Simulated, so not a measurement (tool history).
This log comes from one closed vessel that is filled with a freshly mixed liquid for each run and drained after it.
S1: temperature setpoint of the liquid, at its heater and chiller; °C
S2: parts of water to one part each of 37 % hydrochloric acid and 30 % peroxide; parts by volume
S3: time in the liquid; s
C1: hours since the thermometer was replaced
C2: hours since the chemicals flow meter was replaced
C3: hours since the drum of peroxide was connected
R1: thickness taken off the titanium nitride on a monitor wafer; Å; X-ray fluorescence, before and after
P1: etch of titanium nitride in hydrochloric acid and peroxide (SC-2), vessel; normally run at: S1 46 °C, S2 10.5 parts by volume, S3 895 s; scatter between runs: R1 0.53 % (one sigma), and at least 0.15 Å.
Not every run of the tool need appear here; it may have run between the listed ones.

run 1 hour=9.5 | S1=46 S2=10.5 S3=895 | C1=1472.5 C2=984.8 C3=172.1 | R1=210.45
run 2 hour=20 | S1=46 S2=10.5 S3=895 | C1=1483 C2=995.3 C3=182.6 | R1=208.17
run 3 hour=30.2 | S1=46 S2=10.5 S3=895 | C1=1493.2 C2=1005.5 C3=192.8 | R1=210.01
run 4 hour=39.2 | S1=61.5 S2=10.5 S3=895 | C1=1502.2 C2=1014.5 C3=201.8 | R1=575.71
run 5 hour=48.1 | S1=46 S2=17 S3=465 | C1=1511.1 C2=1023.4 C3=210.7 | R1=71.624
run 6 hour=55.6 | S1=46 S2=10.5 S3=895 | C1=1518.6 C2=1030.9 C3=218.2 | R1=210.77
run 7 hour=66 | S1=46 S2=4 S3=895 | C1=1529 C2=1041.3 C3=228.6 | R1=437.68
-- hour=68.7 new drum of peroxide connected
run 8 hour=72.8 | S1=46 S2=10.5 S3=1665 | C1=1535.8 C2=1048.1 C3=4.2 | R1=391.64
run 9 hour=83.3 | S1=46 S2=10.5 S3=30 | C1=1546.3 C2=1058.6 C3=14.7 | R1=6.833
run 10 hour=94.2 | S1=35 S2=10.5 S3=895 | C1=1557.2 C2=1069.5 C3=25.6 | R1=96.51
run 11 hour=101 | S1=46 S2=14 S3=895 | C1=1564 C2=1076.3 C3=32.4 | R1=161.96
run 12 hour=109.6 | S1=35 S2=10.5 S3=375 | C1=1572.6 C2=1084.9 C3=41 | R1=40.254
run 13 hour=115.4 | S1=46 S2=10.5 S3=895 | C1=1578.4 C2=1090.7 C3=46.8 | R1=209.7
-- hour=115.7 thermometer replaced
run 14 hour=124.7 | S1=57.5 S2=4 S3=895 | C1=9 C2=1100 C3=56.1 | R1=932.03
run 15 hour=131.9 | S1=46 S2=10.5 S3=895 | C1=16.2 C2=1107.2 C3=63.3 | R1=208.89
run 16 hour=137.9 | S1=46 S2=10.5 S3=895 | C1=22.2 C2=1113.2 C3=69.3 | R1=208.62
run 17 hour=149.3 | S1=46 S2=10.5 S3=895 | C1=33.6 C2=1124.6 C3=80.7 | R1=202.52
run 18 hour=158.5 | S1=46 S2=10.5 S3=895 | C1=42.8 C2=1133.8 C3=89.9 | R1=197.79
run 19 hour=168.7 | S1=46 S2=10.5 S3=895 | C1=53 C2=1144 C3=100.1 | R1=196.15
run 20 hour=176.4 | S1=46 S2=10.5 S3=895 | C1=60.7 C2=1151.7 C3=107.8 | R1=196.02
run 21 hour=184.2 | S1=46 S2=10.5 S3=895 | C1=68.5 C2=1159.5 C3=115.6 | R1=192.02
-- hour=186.1 new drum of peroxide connected
run 22 hour=193.6 | S1=46 S2=10.5 S3=895 | C1=77.9 C2=1168.9 C3=7.6 | R1=192.81
run 23 hour=205 | S1=46 S2=10.5 S3=895 | C1=89.3 C2=1180.3 C3=19 | R1=193.04
run 24 hour=213.8 | S1=46 S2=10.5 S3=895 | C1=98.1 C2=1189.1 C3=27.8 | R1=192.92

Compared with where it was, what P1 gives has crept away. Each cause listed below fits the log as well as the rest, at the size given for it:
A: chemicals flow below the setpoint (%) = 8.84
B: liquid colder than its thermometer reads (K) = 1.15
The gradual shift began around hour 137.9.
The rest of the possible causes, and what rules out each one:
peroxide weaker than its label (%): its service at hour 186.1 followed the start of the drift and did not put the process back to its old value

Consider the 4 check runs below, whose results appear as question marks and each of which averages 3 wafers. Which one distinguishes the causes, in that each cause would give it a clearly different result?
run check 1 hour=222.6 | S1=35 S2=10.5 S3=135 | R1=?
run check 2 hour=222.6 | S1=35 S2=10.5 S3=240 | R1=?
run check 3 hour=222.6 | S1=61.5 S2=10.5 S3=60 | R1=?
run check 4 hour=222.6 | S1=35 S2=4 S3=895 | R1=?

Outcome of each check run for each possible cause:
check=check_1 result=R1 if_A=13.393 if_B=13.308
check=check_2 result=R1 if_A=23.809 if_B=23.659
check=check_3 result=R1 if_A=35.624 if_B=35.858
check=check_4 result=R1 if_A=187.89 if_B=183.81
Distance between the nearest two causes, measured in the result of the check that separates them most: check 1 0.63 %; check 2 0.63 %; check 3 0.65 %; check 4 2.2 %
Only check 4 tells the causes apart: in the others they would give nearly the same result.

Here is what check 4 returned: R1 188.03 Å. Which cause is it?

It is A: chemicals flow below the setpoint (%).
